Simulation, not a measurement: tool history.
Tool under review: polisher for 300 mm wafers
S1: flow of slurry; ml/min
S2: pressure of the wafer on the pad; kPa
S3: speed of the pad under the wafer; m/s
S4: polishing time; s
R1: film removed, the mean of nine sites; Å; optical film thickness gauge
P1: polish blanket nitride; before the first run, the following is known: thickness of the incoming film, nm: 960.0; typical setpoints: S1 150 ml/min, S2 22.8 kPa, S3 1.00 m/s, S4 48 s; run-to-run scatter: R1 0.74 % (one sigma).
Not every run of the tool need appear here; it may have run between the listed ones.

run   hour   S1    S2    S3  S4       R1
  1   12.9  150  22.8  1.00  48   776.03
  2   22.8  190  22.8  1.00  48   792.28
  3   32.8  150  22.8  1.00  48   760.93
  4   45.3  150  22.8  1.52  48  1069.00
  5   59.1  150  22.8  1.00  48   770.18
  6   72.7  195  22.8  1.44  48  1072.90
      76.9  -- head pressure recalibrated
  7   89.6  150  22.8  1.00  48   774.43
  8   98.7  150  22.8  1.00  72  1166.80
  9  112.3  150  29.6  1.00  48  1010.60
 10  126.8  150  22.8  0.66  48   557.86
 11  143.4   90  22.8  1.00  48   689.39
 12  154.5  150  22.8  1.00  48   771.00
 13  165.4  195  22.8  1.00  62  1045.00
 14  176.0  150  22.8  1.00  48   767.06
 15  186.6  150  13.1  1.00  48   443.99
 16  201.6  150  22.8  1.00  23   366.78
 17  215.8  150  22.8  1.00  48   765.04
 18  227.3  150  22.8  1.00  48   742.72
 19  237.9  150  22.8  1.00  48   749.27
 20  246.7  150  22.8  1.00  48   720.58
 21  255.0  150  22.8  1.00  48   732.85
 22  267.1  150  22.8  1.00  48   716.71
 23  275.2  150  22.8  1.00  48   722.26
 24  291.9  150  22.8  1.00  48   714.92
 25  300.0  150  22.8  1.00  48   709.59
     303.0  -- head pressure recalibrated
 26  315.2  150  22.8  1.00  48   711.62
 27  329.4  150  22.8  1.00  48   707.32
 28  346.5  150  22.8  1.00  48   707.70

What P1 gives has crept off from where it sat before. The 2 causes that follow fit the log equally well, each at the size noted:
A: slurry flow missing at the pad, % = 33.5
B: removal rate lost through wear of the pad, % = 8.27
Creep in the process output first set in at about hour 215.8.
What rules out each remaining cause:
head's pressure below its setpoint, %: maintenance at hour 303.0, after the shift began, did not return the process to its former output

Which of the 4 check runs listed below, each an average over 5 wafers with its results shown as question marks, gives clearly different results under the different listed causes?
check 1  363.6  110  14.5  1.00  48   ?
check 2  363.6  150  16.5  1.00  30   ?
check 3  363.6  150  22.8  1.36  48   ?
check 4  363.6  150  22.8  1.00  64   ?

How each check would come out, cause by cause:
  check  result    if A    if B
check 1      R1  410.33  421.60
check 2      R1  320.62  320.59
check 3      R1  902.09  901.98
check 4      R1  940.49  940.39
Distance between the nearest two causes, measured in the result of the check that separates them most: check 1 2.71 %; check 2 0.01 %; check 3 0.01 %; check 4 0.01 %
The causes can be told apart only by check 1. The other checks would give nearly the same results under each of them.

Then check 1 was run and gave: R1 422.25 Å. Which cause is it?

Of the candidate causes, it is B: removal rate lost through wear of the pad, %.

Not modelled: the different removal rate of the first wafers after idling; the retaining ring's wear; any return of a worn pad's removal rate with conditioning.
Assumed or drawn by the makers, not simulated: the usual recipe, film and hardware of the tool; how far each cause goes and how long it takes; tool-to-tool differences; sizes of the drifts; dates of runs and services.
